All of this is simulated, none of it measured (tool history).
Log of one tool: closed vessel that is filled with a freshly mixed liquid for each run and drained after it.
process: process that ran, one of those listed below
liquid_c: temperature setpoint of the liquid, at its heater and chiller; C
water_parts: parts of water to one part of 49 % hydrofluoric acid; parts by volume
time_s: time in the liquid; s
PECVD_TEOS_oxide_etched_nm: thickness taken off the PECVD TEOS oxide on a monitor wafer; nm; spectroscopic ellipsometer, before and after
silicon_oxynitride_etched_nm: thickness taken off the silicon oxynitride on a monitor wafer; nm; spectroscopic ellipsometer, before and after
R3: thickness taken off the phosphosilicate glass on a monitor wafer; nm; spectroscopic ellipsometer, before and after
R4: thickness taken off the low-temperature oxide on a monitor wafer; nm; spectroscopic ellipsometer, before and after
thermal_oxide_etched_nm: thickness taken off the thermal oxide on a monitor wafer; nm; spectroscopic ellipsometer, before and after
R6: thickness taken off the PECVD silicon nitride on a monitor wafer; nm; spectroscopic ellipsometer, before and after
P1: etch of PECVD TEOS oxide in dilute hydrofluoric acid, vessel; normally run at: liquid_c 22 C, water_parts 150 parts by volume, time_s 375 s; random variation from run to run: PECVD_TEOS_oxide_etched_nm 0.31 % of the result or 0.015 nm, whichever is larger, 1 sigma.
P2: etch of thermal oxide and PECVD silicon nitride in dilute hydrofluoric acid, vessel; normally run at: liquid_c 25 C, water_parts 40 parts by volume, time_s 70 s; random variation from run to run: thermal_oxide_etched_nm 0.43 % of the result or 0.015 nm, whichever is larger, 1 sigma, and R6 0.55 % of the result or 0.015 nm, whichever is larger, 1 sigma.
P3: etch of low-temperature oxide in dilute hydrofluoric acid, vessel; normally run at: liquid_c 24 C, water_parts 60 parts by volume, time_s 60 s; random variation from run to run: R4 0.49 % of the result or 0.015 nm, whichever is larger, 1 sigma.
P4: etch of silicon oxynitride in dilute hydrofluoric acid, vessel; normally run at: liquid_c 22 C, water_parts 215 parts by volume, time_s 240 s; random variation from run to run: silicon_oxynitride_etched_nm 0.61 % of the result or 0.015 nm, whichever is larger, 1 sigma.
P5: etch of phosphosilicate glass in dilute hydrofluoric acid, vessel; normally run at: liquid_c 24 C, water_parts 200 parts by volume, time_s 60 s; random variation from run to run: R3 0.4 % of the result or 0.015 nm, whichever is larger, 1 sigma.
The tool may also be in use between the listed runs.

Run 1, hour 8.5: process P1, liquid_c 22 C, water_parts 150 parts by volume, time_s 375 s. Result: PECVD_TEOS_oxide_etched_nm 33.504 nm.
Run 2, hour 17.3: process P4, liquid_c 22 C, water_parts 215 parts by volume, time_s 240 s. Result: silicon_oxynitride_etched_nm 4.3922 nm.
Run 3, hour 24.8: process P1, liquid_c 17 C, water_parts 150 parts by volume, time_s 375 s. Result: PECVD_TEOS_oxide_etched_nm 27.581 nm.
Run 4, hour 30.6: process P1, liquid_c 22 C, water_parts 150 parts by volume, time_s 375 s. Result: PECVD_TEOS_oxide_etched_nm 33.557 nm.
Run 5, hour 37.6: process P1, liquid_c 22 C, water_parts 150 parts by volume, time_s 375 s. Result: PECVD_TEOS_oxide_etched_nm 33.574 nm.
Run 6, hour 47.2: process P5, liquid_c 24 C, water_parts 200 parts by volume, time_s 120 s. Result: R3 44.726 nm.
Run 7, hour 57: process P1, liquid_c 22 C, water_parts 150 parts by volume, time_s 375 s. Result: PECVD_TEOS_oxide_etched_nm 33.363 nm.
Run 8, hour 62: process P3, liquid_c 32.5 C, water_parts 60 parts by volume, time_s 60 s. Result: R4 23.175 nm.
Run 9, hour 69.2: process P1, liquid_c 22 C, water_parts 65 parts by volume, time_s 375 s. Result: PECVD_TEOS_oxide_etched_nm 85.513 nm.
Run 10, hour 76.2: process P2, liquid_c 25 C, water_parts 25 parts by volume, time_s 70 s. Result: thermal_oxide_etched_nm 14.319 nm, R6 16.561 nm.
Run 11, hour 82.9: process P2, liquid_c 25 C, water_parts 40 parts by volume, time_s 120 s. Result: thermal_oxide_etched_nm 15.076 nm, R6 18.026 nm.
Run 12, hour 90.8: process P1, liquid_c 22 C, water_parts 235 parts by volume, time_s 375 s. Result: PECVD_TEOS_oxide_etched_nm 19.637 nm.
Run 13, hour 97.8: process P3, liquid_c 24 C, water_parts 60 parts by volume, time_s 30 s. Result: R4 8.2394 nm.
Run 14, hour 106.5: process P4, liquid_c 22 C, water_parts 215 parts by volume, time_s 240 s. Result: silicon_oxynitride_etched_nm 4.4106 nm.
Run 15, hour 110.9: process P3, liquid_c 24 C, water_parts 60 parts by volume, time_s 60 s. Result: R4 16.502 nm.
Run 16, hour 116.9: process P1, liquid_c 22 C, water_parts 150 parts by volume, time_s 375 s. Result: PECVD_TEOS_oxide_etched_nm 33.417 nm.
Run 17, hour 121.4: process P1, liquid_c 22 C, water_parts 150 parts by volume, time_s 120 s. Result: PECVD_TEOS_oxide_etched_nm 10.748 nm.
Run 18, hour 131.4: process P1, liquid_c 22 C, water_parts 150 parts by volume, time_s 375 s. Result: PECVD_TEOS_oxide_etched_nm 33.558 nm.
Run 19, hour 138.1: process P4, liquid_c 22 C, water_parts 215 parts by volume, time_s 30 s. Result: silicon_oxynitride_etched_nm 0.57515 nm.
Run 20, hour 146.6: process P5, liquid_c 24 C, water_parts 360 parts by volume, time_s 60 s. Result: R3 10.561 nm.
Run 21, hour 152: process P4, liquid_c 17 C, water_parts 215 parts by volume, time_s 240 s. Result: silicon_oxynitride_etched_nm 3.5202 nm.
Run 22, hour 161.8: process P1, liquid_c 29.5 C, water_parts 150 parts by volume, time_s 375 s. Result: PECVD_TEOS_oxide_etched_nm 44.376 nm.
Run 23, hour 169.5: process P2, liquid_c 25 C, water_parts 40 parts by volume, time_s 70 s. Result: thermal_oxide_etched_nm 8.7662 nm, R6 10.394 nm.
Run 24, hour 174.1: process P3, liquid_c 24 C, water_parts 60 parts by volume, time_s 60 s. Result: R4 16.266 nm.
Run 25, hour 183.5: process P5, liquid_c 18 C, water_parts 200 parts by volume, time_s 60 s. Result: R3 17.799 nm.
Run 26, hour 192.9: process P2, liquid_c 25 C, water_parts 40 parts by volume, time_s 70 s. Result: thermal_oxide_etched_nm 8.7694 nm, R6 10.475 nm.
Run 27, hour 198.7: process P4, liquid_c 22 C, water_parts 365 parts by volume, time_s 240 s. Result: silicon_oxynitride_etched_nm 2.4021 nm.
Run 28, hour 207.9: process P5, liquid_c 24 C, water_parts 200 parts by volume, time_s 60 s. Result: R3 22.432 nm.
Run 29, hour 214.3: process P1, liquid_c 19 C, water_parts 235 parts by volume, time_s 375 s. Result: PECVD_TEOS_oxide_etched_nm 17.524 nm.
Run 30, hour 219.6: process P1, liquid_c 22 C, water_parts 150 parts by volume, time_s 590 s. Result: PECVD_TEOS_oxide_etched_nm 53.046 nm.
Run 31, hour 227.3: process P2, liquid_c 32.5 C, water_parts 40 parts by volume, time_s 70 s. Result: thermal_oxide_etched_nm 11.869 nm, R6 16.982 nm.
Run 32, hour 234.9: process P3, liquid_c 24 C, water_parts 30 parts by volume, time_s 60 s. Result: R4 34.336 nm.
Run 33, hour 239.3: process P1, liquid_c 22 C, water_parts 150 parts by volume, time_s 375 s. Result: PECVD_TEOS_oxide_etched_nm 33.497 nm.
Run 34, hour 245.1: process P1, liquid_c 22 C, water_parts 150 parts by volume, time_s 375 s. Result: PECVD_TEOS_oxide_etched_nm 33.608 nm.
Run 35, hour 254.1: process P1, liquid_c 22 C, water_parts 150 parts by volume, time_s 375 s. Result: PECVD_TEOS_oxide_etched_nm 34.397 nm.
Run 36, hour 264: process P1, liquid_c 22 C, water_parts 150 parts by volume, time_s 375 s. Result: PECVD_TEOS_oxide_etched_nm 34.684 nm.
Run 37, hour 270.2: process P1, liquid_c 22 C, water_parts 150 parts by volume, time_s 375 s. Result: PECVD_TEOS_oxide_etched_nm 34.837 nm.
Run 38, hour 279.7: process P1, liquid_c 22 C, water_parts 150 parts by volume, time_s 375 s. Result: PECVD_TEOS_oxide_etched_nm 35.169 nm.
Run 39, hour 286.7: process P1, liquid_c 22 C, water_parts 150 parts by volume, time_s 375 s. Result: PECVD_TEOS_oxide_etched_nm 35.339 nm.
Run 40, hour 291.8: process P1, liquid_c 22 C, water_parts 150 parts by volume, time_s 375 s. Result: PECVD_TEOS_oxide_etched_nm 35.267 nm.
Run 41, hour 299.3: process P1, liquid_c 22 C, water_parts 150 parts by volume, time_s 375 s. Result: PECVD_TEOS_oxide_etched_nm 35.378 nm.
Run 42, hour 307.7: process P1, liquid_c 22 C, water_parts 150 parts by volume, time_s 375 s. Result: PECVD_TEOS_oxide_etched_nm 35.434 nm.

What P1 gives has crept away from where it was. These 2 causes fit the log equally well, each at the size given:
A: hydrofluoric acid flow above the setpoint (%) = 4.78
B: liquid hotter than its thermometer reads (K) = 1.4
The creep began at about hour 245.1.

4 check runs are offered, one wafer each, their results left as question marks. Which one tells the causes apart?
Run check 1, hour 316.1: process P2, liquid_c 31.5 C, water_parts 40 parts by volume, time_s 105 s. Result: thermal_oxide_etched_nm ?, R6 ?.
Run check 2, hour 316.1: process P5, liquid_c 21 C, water_parts 265 parts by volume, time_s 60 s. Result: R3 ?.
Run check 3, hour 316.1: process P4, liquid_c 17 C, water_parts 345 parts by volume, time_s 240 s. Result: silicon_oxynitride_etched_nm ?.
Run check 4, hour 316.1: process P3, liquid_c 32 C, water_parts 60 parts by volume, time_s 60 s. Result: R4 ?.

What each check would give under each cause:
  check                        result    if A    if B
check 1       thermal_oxide_etched_nm  17.902  17.993
check 1                            R6  25.081  26.197
check 2                            R3   15.03  14.924
check 3  silicon_oxynitride_etched_nm  2.1536  2.1699
check 4                            R4  23.835  23.885
How far apart the two closest causes lie, in the result that separates them most: check 1 4.35 %; check 2 0.71 %; check 3 0.75 %; check 4 0.21 %
Only check 1 tells the causes apart: in the others they would give nearly the same result.

Then check 1 was run and gave: thermal_oxide_etched_nm 17.921 nm; R6 25.064 nm. Which cause is it?

It is A: hydrofluoric acid flow above the setpoint (%).

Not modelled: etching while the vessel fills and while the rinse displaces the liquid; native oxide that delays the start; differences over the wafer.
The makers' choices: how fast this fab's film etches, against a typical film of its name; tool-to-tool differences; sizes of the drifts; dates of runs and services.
